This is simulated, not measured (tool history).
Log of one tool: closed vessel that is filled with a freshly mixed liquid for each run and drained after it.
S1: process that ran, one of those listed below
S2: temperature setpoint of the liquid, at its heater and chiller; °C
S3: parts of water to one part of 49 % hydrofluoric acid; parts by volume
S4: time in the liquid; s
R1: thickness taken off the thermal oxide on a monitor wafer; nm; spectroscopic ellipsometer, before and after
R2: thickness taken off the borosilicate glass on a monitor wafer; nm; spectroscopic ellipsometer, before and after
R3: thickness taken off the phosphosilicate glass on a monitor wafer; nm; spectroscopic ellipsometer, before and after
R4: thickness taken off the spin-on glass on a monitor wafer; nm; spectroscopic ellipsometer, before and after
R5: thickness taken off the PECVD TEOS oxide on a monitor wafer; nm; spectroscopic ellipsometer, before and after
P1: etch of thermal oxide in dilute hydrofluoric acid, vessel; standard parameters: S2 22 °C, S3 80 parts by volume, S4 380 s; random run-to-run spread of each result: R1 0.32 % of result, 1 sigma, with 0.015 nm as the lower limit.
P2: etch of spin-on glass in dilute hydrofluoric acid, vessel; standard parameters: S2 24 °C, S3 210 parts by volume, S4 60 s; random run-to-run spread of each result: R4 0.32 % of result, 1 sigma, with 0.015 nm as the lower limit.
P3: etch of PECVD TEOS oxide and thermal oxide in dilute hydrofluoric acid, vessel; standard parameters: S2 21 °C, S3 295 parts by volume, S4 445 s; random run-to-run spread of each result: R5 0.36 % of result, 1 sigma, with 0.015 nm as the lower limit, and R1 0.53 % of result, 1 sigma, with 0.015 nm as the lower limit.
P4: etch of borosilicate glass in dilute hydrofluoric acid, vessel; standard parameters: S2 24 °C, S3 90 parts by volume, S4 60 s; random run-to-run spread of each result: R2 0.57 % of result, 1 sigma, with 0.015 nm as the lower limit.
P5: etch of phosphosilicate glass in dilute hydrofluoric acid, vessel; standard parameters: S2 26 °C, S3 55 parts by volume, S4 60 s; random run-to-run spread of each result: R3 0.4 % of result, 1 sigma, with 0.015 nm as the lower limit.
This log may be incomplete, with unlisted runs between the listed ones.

{"run": 1, "hour": 10.7, "S1": "P1", "S2": 22, "S3": 80, "S4": 380, "R1": 20.516}
{"run": 2, "hour": 22.4, "S1": "P4", "S2": 24, "S3": 25, "S4": 60, "R2": 105.47}
{"run": 3, "hour": 36.2, "S1": "P1", "S2": 22, "S3": 80, "S4": 380, "R1": 20.646}
{"run": 4, "hour": 53.2, "S1": "P1", "S2": 18, "S3": 80, "S4": 105, "R1": 4.8461}
{"run": 5, "hour": 60.9, "S1": "P1", "S2": 22, "S3": 80, "S4": 380, "R1": 20.7}
{"run": 6, "hour": 74.5, "S1": "P4", "S2": 24, "S3": 90, "S4": 60, "R2": 27.277}
{"run": 7, "hour": 85.5, "S1": "P5", "S2": 30.5, "S3": 55, "S4": 60, "R3": 97.116}
{"run": 8, "hour": 98.0, "S1": "P1", "S2": 27.5, "S3": 80, "S4": 380, "R1": 25.673}
{"run": 9, "hour": 107.4, "S1": "P1", "S2": 22, "S3": 80, "S4": 570, "R1": 30.902}
{"run": 10, "hour": 116.8, "S1": "P5", "S2": 26, "S3": 55, "S4": 100, "R3": 134.73}
{"run": 11, "hour": 134.1, "S1": "P5", "S2": 26, "S3": 55, "S4": 60, "R3": 80.386}
{"run": 12, "hour": 149.9, "S1": "P4", "S2": 17, "S3": 90, "S4": 60, "R2": 20.35}
{"run": 13, "hour": 165.9, "S1": "P2", "S2": 24, "S3": 65, "S4": 60, "R4": 66.537}
{"run": 14, "hour": 179.1, "S1": "P4", "S2": 24, "S3": 90, "S4": 30, "R2": 13.529}
{"run": 15, "hour": 192.8, "S1": "P2", "S2": 24, "S3": 210, "S4": 60, "R4": 17.442}
{"run": 16, "hour": 209.5, "S1": "P1", "S2": 22, "S3": 80, "S4": 380, "R1": 20.665}
{"run": 17, "hour": 223.5, "S1": "P3", "S2": 21, "S3": 295, "S4": 445, "R1": 4.9496, "R5": 14.698}
{"run": 18, "hour": 237.4, "S1": "P2", "S2": 20, "S3": 210, "S4": 60, "R4": 15.029}
{"run": 19, "hour": 249.9, "S1": "P2", "S2": 24, "S3": 210, "S4": 60, "R4": 17.476}
{"run": 20, "hour": 260.2, "S1": "P1", "S2": 17, "S3": 80, "S4": 380, "R1": 16.805}
{"run": 21, "hour": 272.6, "S1": "P3", "S2": 26.5, "S3": 295, "S4": 445, "R1": 6.0669, "R5": 17.829}
{"hour": 283.9, "done": "hydrofluoric acid flow meter replaced"}
{"run": 22, "hour": 284.4, "S1": "P1", "S2": 22, "S3": 80, "S4": 40, "R1": 2.168}
{"run": 23, "hour": 297.0, "S1": "P1", "S2": 22, "S3": 80, "S4": 380, "R1": 20.56}
{"run": 24, "hour": 314.6, "S1": "P3", "S2": 21, "S3": 545, "S4": 445, "R1": 2.1903, "R5": 6.4296}
{"run": 25, "hour": 322.6, "S1": "P5", "S2": 26, "S3": 20, "S4": 60, "R3": 233.47}
{"run": 26, "hour": 332.6, "S1": "P1", "S2": 22, "S3": 125, "S4": 380, "R1": 12.452}
{"run": 27, "hour": 350.3, "S1": "P2", "S2": 24, "S3": 210, "S4": 30, "R4": 8.664}
{"run": 28, "hour": 364.3, "S1": "P3", "S2": 21, "S3": 295, "S4": 130, "R1": 1.4716, "R5": 4.282}
{"run": 29, "hour": 379.7, "S1": "P1", "S2": 22, "S3": 25, "S4": 380, "R1": 70.765}
{"run": 30, "hour": 392.4, "S1": "P1", "S2": 28, "S3": 80, "S4": 590, "R1": 40.595}
{"run": 31, "hour": 400.8, "S1": "P1", "S2": 22, "S3": 80, "S4": 380, "R1": 20.687}
{"run": 32, "hour": 410.6, "S1": "P1", "S2": 22, "S3": 80, "S4": 380, "R1": 20.181}
{"run": 33, "hour": 425.1, "S1": "P1", "S2": 22, "S3": 80, "S4": 380, "R1": 19.736}
{"run": 34, "hour": 441.5, "S1": "P1", "S2": 22, "S3": 80, "S4": 380, "R1": 19.497}
{"run": 35, "hour": 455.0, "S1": "P1", "S2": 22, "S3": 80, "S4": 380, "R1": 19.247}
{"run": 36, "hour": 469.2, "S1": "P1", "S2": 22, "S3": 80, "S4": 380, "R1": 19.329}
{"run": 37, "hour": 483.6, "S1": "P1", "S2": 22, "S3": 80, "S4": 380, "R1": 19.232}
{"run": 38, "hour": 499.8, "S1": "P1", "S2": 22, "S3": 80, "S4": 380, "R1": 19.244}

What P1 gives has crept away from where it was. These 2 causes fit the log equally well, each at the size given:
A: hydrofluoric acid flow below the setpoint (%) = 6.13
B: liquid colder than its thermometer reads (K) = 1.69
The gradual shift began around hour 400.8.

4 check runs are offered, one wafer each, their results left as question marks. Which one tells the causes apart?
{"run": "check 1", "hour": 516.0, "S1": "P5", "S2": 26, "S3": 35, "S4": 60, "R3": "?"}
{"run": "check 2", "hour": 516.0, "S1": "P4", "S2": 24, "S3": 30, "S4": 30, "R2": "?"}
{"run": "check 3", "hour": 516.0, "S1": "P3", "S2": 25.5, "S3": 530, "S4": 445, "R1": "?", "R5": "?"}
{"run": "check 4", "hour": 516.0, "S1": "P2", "S2": 20.5, "S3": 115, "S4": 60, "R4": "?"}

Check results expected under each cause:
check=check_1 result=R3 if_A=122.52 if_B=122.13
check=check_2 result=R2 if_A=41.13 if_B=40.915
check=check_3 result=R1 if_A=2.3957 if_B=2.4943
check=check_3 result=R5 if_A=7.0493 if_B=7.3392
check=check_4 result=R4 if_A=28.715 if_B=28.788
Separation of the two closest causes in each check, using whichever result separates them best: check 1 0.32 %; check 2 0.52 %; check 3 4.03 %; check 4 0.25 %
The causes can be told apart only by check 3. The other checks would give nearly the same results under each of them.

After running check 3, the following was obtained: R1 2.5082 nm; R5 7.3298 nm. Which cause does this point to?

B is the cause: liquid colder than its thermometer reads (K).

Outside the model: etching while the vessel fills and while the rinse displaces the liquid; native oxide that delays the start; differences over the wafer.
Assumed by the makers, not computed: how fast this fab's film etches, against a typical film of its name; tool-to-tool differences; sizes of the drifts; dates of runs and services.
